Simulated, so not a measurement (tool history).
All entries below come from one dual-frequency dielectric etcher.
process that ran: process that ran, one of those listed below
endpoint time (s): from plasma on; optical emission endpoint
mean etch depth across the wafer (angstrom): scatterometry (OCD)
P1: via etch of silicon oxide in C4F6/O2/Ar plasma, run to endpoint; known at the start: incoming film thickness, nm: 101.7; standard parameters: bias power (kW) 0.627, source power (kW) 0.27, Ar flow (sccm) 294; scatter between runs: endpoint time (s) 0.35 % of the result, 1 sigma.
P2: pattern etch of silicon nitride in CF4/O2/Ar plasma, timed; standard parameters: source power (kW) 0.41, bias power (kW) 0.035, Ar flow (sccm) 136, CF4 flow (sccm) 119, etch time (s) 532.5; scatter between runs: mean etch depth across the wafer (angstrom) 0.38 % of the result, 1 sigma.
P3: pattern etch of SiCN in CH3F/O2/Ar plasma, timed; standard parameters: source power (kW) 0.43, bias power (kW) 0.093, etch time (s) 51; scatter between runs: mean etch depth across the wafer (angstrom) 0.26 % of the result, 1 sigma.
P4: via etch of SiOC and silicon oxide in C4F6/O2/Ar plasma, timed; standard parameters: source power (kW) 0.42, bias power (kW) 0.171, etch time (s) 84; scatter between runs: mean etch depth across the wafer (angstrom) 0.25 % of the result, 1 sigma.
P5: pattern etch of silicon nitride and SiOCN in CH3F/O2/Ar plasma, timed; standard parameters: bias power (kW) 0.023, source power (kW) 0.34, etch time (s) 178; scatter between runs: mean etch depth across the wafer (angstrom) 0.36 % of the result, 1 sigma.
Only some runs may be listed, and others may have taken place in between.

run   hour  process that ran  bias power (kW)  source power (kW)  Ar flow (sccm)  CF4 flow (sccm)  etch time (s)  hours since the last wet clean  hours since the last bias power generator calibration  hours since the last source power generator calibration  hours since the last Ar flow controller change  endpoint time (s)  mean etch depth across the wafer (angstrom)
  1   10.7                P1            0.627               0.27             294                                                             265                                                 1192.1                                                   1093.4                                            1577             23.327
  2   22.8                P2            0.035               0.41             136              119            750                           277.1                                                 1204.2                                                   1105.5                                          1589.1                                                           10064
  3   32.2                P1            0.627               0.27             294                                                           286.5                                                 1213.6                                                   1114.9                                          1598.5             23.181
  4   44.2                P1             0.75               0.27             220                                                           298.5                                                 1225.6                                                   1126.9                                          1610.5             20.854
  5   54.9                P2            0.035               0.41             136               88          532.5                           309.2                                                 1236.3                                                   1137.6                                          1621.2                                                          6869.6
  6   64.9                P5            0.023               0.26                                             178                           319.2                                                 1246.3                                                   1147.6                                          1631.2                                                          215.46
  7   77.1                P2            0.035               0.53             136              119          532.5                           331.4                                                 1258.5                                                   1159.8                                          1643.4                                                          8954.2
  8     88                P5            0.018               0.34                                             178                           342.3                                                 1269.4                                                   1170.7                                          1654.3                                                          209.99
  9     95                P4            0.231               0.42                                              84                           349.3                                                 1276.4                                                   1177.7                                          1661.3                                                          1082.8
 10  107.1                P3            0.059               0.43                                              51                           361.4                                                 1288.5                                                   1189.8                                          1673.4                                                          179.76
 11  118.3                P1            0.627               0.27             205                                                           372.6                                                 1299.7                                                     1201                                          1684.6             22.408
 12  129.8                P3            0.093               0.29                                              51                           384.1                                                 1311.2                                                   1212.5                                          1696.1                                                          183.42
 13  141.7                P1            0.627               0.27             393                                                             396                                                 1323.1                                                   1224.4                                            1708             24.105
 14  153.9                P4            0.171               0.57                                              84                           408.2                                                 1335.3                                                   1236.6                                          1720.2                                                          1103.1
 15  161.5                P1            0.627               0.27             294                                                           415.8                                                 1342.9                                                   1244.2                                          1727.8             23.323
 16  169.9                P4            0.171               0.42                                             107                           424.2                                                 1351.3                                                   1252.6                                          1736.2                                                          1247.1
 17  182.4                P1            0.627               0.27             294                                                           436.7                                                 1363.8                                                   1265.1                                          1748.7             23.097
 18  193.5                P4            0.171               0.42                                              84                           447.8                                                 1374.9                                                   1276.2                                          1759.8                                                          978.25
 19  201.7                P1            0.627               0.19             294                                                             456                                                 1383.1                                                   1284.4                                            1768              26.43
 20  215.2                P1            0.826               0.27             294                                                           469.5                                                 1396.6                                                   1297.9                                          1781.5             20.842
 21  228.1                P1            0.627               0.27             294                                                           482.4                                                 1409.5                                                   1310.8                                          1794.4             23.219
 22  240.2                P1            0.627               0.38             294                                                           494.5                                                 1421.6                                                   1322.9                                          1806.5             20.518
 23  247.9                P2            0.035               0.41             172              119          532.5                           502.2                                                 1429.3                                                   1330.6                                          1814.2                                                          6926.3
 24  256.1                P3            0.093               0.43                                            74.5                           510.4                                                 1437.5                                                   1338.8                                          1822.4                                                          307.22
 25  268.4                P3            0.093               0.43                                              51                           522.7                                                 1449.8                                                   1351.1                                          1834.7                                                          210.69
 26  280.5                P2            0.035               0.41             136              119          532.5                           534.8                                                 1461.9                                                   1363.2                                          1846.8                                                          7164.1
 27  291.3                P2            0.025               0.41             136              119          532.5                           545.6                                                 1472.7                                                     1374                                          1857.6                                                          6347.7
 28  297.5                P5            0.023               0.34                                             178                           551.8                                                 1478.9                                                   1380.2                                          1863.8                                                          234.77
 29  306.3                P1            0.406               0.27             294                                                           560.6                                                 1487.7                                                     1389                                          1872.6             27.437
 30  312.3                P5            0.023               0.34                                             178                           566.6                                                 1493.7                                                     1395                                          1878.6                                                          234.45
 31  318.4                P5            0.023               0.34                                           109.5                           572.7                                                 1499.8                                                   1401.1                                          1884.7                                                          144.78
 32    328                P1            0.627               0.27             294                                                           582.3                                                 1509.4                                                   1410.7                                          1894.3             23.409
 33  338.4                P4            0.171               0.42                                              84                           592.7                                                 1519.8                                                   1421.1                                          1904.7                                                          979.93
 34  350.8                P1            0.627               0.27             294                                                           605.1                                                 1532.2                                                   1433.5                                          1917.1             23.318
 35    364                P1            0.627               0.27             294                                                           618.3                                                 1545.4                                                   1446.7                                          1930.3             23.114
 36  373.7                P1            0.627               0.27             294                                                             628                                                 1555.1                                                   1456.4                                            1940             22.999
     374.5  -- wet clean of the chamber
 37  382.9                P1            0.627               0.27             294                                                             8.5                                                 1564.3                                                   1465.6                                          1949.2             22.902
 38  389.2                P1            0.627               0.27             294                                                            14.8                                                 1570.6                                                   1471.9                                          1955.5             22.935
     395.6  -- Ar flow controller replaced
 39  398.7                P1            0.627               0.27             294                                                            24.3                                                 1580.1                                                   1481.4                                             3.1             22.975
 40  404.9                P1            0.627               0.27             294                                                            30.5                                                 1586.3                                                   1487.6                                             9.3             22.917
 41  417.2                P1            0.627               0.27             294                                                            42.8                                                 1598.6                                                   1499.9                                            21.6             22.982

P1 has crept away from where it was. The log is fitted equally well by each of these 2 causes, at the sizes shown:
A: bias power that arrives over what is set, % = 4.57
B: source power that arrives over what is set, % = 4.96
Onset of the creep was near hour 350.8.
Each remaining cause and why it is not a fit:
chamber walls in a state that raises the etch rate, %: serviced at hour 374.5, after the drift had started, without restoring the earlier output
Ar flow that arrives under what is set, %: serviced at hour 395.6, after the drift had started, without restoring the earlier output

The check runs listed below each take one wafer, and their results are still question marks. Under which run would the listed causes lead to clearly different results?
check 1  429.5                P3            0.063               0.43                                              51                                                                                                                                                                                                                                                               ?
check 2  429.5                P4            0.216               0.57                                              84                                                                                                                                                                                                                                                               ?
check 3  429.5                P2            0.035                0.5             136              119            706                                                                                                                                                                                                                                                               ?
check 4  429.5                P5            0.023               0.28                                           119.5                                                                                                                                                                                                                                                               ?

Predicted outcomes, by check and by cause:
  check                                       result    if A    if B
check 1  mean etch depth across the wafer (angstrom)   186.8  187.38
check 2  mean etch depth across the wafer (angstrom)  1205.2  1210.1
check 3  mean etch depth across the wafer (angstrom)   11437   11747
check 4  mean etch depth across the wafer (angstrom)  150.41  149.81
Separation of the two closest causes in each check, using whichever result separates them best: check 1 0.31 %; check 2 0.41 %; check 3 2.68 %; check 4 0.4 %
Of the check runs offered, only check 3 discriminates between the causes; the rest would read about the same regardless of which cause applies.

After running check 3, the following was obtained: mean etch depth across the wafer (angstrom) 11766. Which cause does this point to?

Of the candidate causes, it is B: source power that arrives over what is set, %.
